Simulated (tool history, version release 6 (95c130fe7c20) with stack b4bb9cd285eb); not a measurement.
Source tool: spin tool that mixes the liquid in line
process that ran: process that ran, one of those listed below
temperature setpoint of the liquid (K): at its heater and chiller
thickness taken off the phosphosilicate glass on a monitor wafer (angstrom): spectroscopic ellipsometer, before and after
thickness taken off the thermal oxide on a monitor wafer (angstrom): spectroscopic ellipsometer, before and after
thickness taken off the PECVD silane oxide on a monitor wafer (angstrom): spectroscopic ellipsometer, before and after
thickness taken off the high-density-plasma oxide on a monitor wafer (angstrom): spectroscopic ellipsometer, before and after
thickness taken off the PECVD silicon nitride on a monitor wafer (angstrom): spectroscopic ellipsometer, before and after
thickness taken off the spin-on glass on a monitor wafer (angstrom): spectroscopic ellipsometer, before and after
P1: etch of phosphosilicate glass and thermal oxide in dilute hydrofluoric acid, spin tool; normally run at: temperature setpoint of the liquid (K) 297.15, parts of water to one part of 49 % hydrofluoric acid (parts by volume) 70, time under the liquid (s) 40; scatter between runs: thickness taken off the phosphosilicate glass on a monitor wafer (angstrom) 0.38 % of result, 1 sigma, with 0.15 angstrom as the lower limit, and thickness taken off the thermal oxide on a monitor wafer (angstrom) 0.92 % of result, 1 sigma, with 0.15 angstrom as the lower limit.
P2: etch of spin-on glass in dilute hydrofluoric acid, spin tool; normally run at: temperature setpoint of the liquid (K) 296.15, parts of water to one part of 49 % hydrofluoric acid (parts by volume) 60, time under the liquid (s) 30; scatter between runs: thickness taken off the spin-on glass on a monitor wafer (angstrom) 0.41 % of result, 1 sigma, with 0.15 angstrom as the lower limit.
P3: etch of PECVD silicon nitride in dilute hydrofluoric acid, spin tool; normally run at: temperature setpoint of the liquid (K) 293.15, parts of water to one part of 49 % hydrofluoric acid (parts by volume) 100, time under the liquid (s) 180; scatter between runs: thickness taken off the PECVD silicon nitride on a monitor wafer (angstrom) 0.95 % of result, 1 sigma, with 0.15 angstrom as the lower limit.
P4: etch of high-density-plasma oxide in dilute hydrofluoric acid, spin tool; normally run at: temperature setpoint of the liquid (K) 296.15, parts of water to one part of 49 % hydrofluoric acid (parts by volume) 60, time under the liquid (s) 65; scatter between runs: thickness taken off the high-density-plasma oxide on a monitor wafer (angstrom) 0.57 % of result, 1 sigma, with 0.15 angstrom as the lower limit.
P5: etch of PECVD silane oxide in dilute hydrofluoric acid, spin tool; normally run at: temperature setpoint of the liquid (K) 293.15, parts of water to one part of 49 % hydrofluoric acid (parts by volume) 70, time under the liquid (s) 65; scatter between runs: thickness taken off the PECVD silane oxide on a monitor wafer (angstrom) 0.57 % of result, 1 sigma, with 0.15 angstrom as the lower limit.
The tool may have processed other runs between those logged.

run	hour	process that ran	temperature setpoint of the liquid (K)	parts of water to one part of 49 % hydrofluoric acid (parts by volume)	time under the liquid (s)	thickness taken off the phosphosilicate glass on a monitor wafer (angstrom)	thickness taken off the thermal oxide on a monitor wafer (angstrom)	thickness taken off the PECVD silane oxide on a monitor wafer (angstrom)	thickness taken off the high-density-plasma oxide on a monitor wafer (angstrom)	thickness taken off the PECVD silicon nitride on a monitor wafer (angstrom)	thickness taken off the spin-on glass on a monitor wafer (angstrom)
1	11.2	P1	297.15	70	40	379.00	28.130				
2	21.7	P5	299.15	70	65			526.33			
3	34.1	P4	303.65	60	65				111.140		
4	46.4	P1	297.15	70	40	383.74	27.664				
5	57.0	P1	301.65	35	40	958.10	70.882				
6	71.7	P5	293.15	35	65			874.51			
7	80.6	P3	293.15	60	180					41.494	
8	95.7	P4	296.15	60	110				139.220		
9	103.2	P5	293.15	70	65			416.19			
10	117.7	P1	297.15	70	40	380.17	28.376				
11	133.2	P2	296.15	60	30						158.470
12	144.6	P2	296.15	60	15						78.767
13	158.4	P2	303.65	60	30						212.520
14	174.1	P1	302.65	70	40	475.68	34.898				
15	186.4	P4	296.15	60	65				83.155		
16	195.3	P1	297.15	70	65	617.89	46.046				
17	209.2	P1	297.15	70	15	142.44	10.327				
# hour 210.4: hydrofluoric acid flow meter replaced
18	220.9	P3	293.15	100	180					25.572	
19	233.8	P4	296.15	60	65				83.301		
20	245.0	P1	297.15	20	40	1427.50	105.640				
21	255.6	P5	293.15	70	65			414.83			
22	270.6	P1	302.65	70	80	952.26	69.202				
23	282.3	P3	299.65	100	180					38.862	
24	293.4	P3	293.15	100	360					50.554	
25	304.3	P3	293.15	100	180					25.326	
26	314.4	P4	296.15	105	65				44.868		
27	322.3	P2	296.15	85	30						108.620
28	332.5	P1	297.15	120	40	210.31	15.345				
29	342.5	P1	290.15	70	40	282.22	20.951				
30	355.3	P1	297.15	70	40	379.60	28.283				
31	371.0	P5	293.15	70	20			127.48			
32	378.4	P1	297.15	70	40	379.51	28.111				
33	391.0	P1	297.15	70	40	395.53	29.520				
34	403.5	P1	297.15	70	40	403.55	29.249				
35	411.7	P1	297.15	70	40	406.80	29.767				
36	420.4	P1	297.15	70	40	412.17	30.125				

Run 37 has not been measured yet. What should we expect?
37	430.3	P1	297.15	70	40	?	?				

thickness taken off the phosphosilicate glass on a monitor wafer (angstrom): 412.69
thickness taken off the thermal oxide on a monitor wafer (angstrom): 30.662
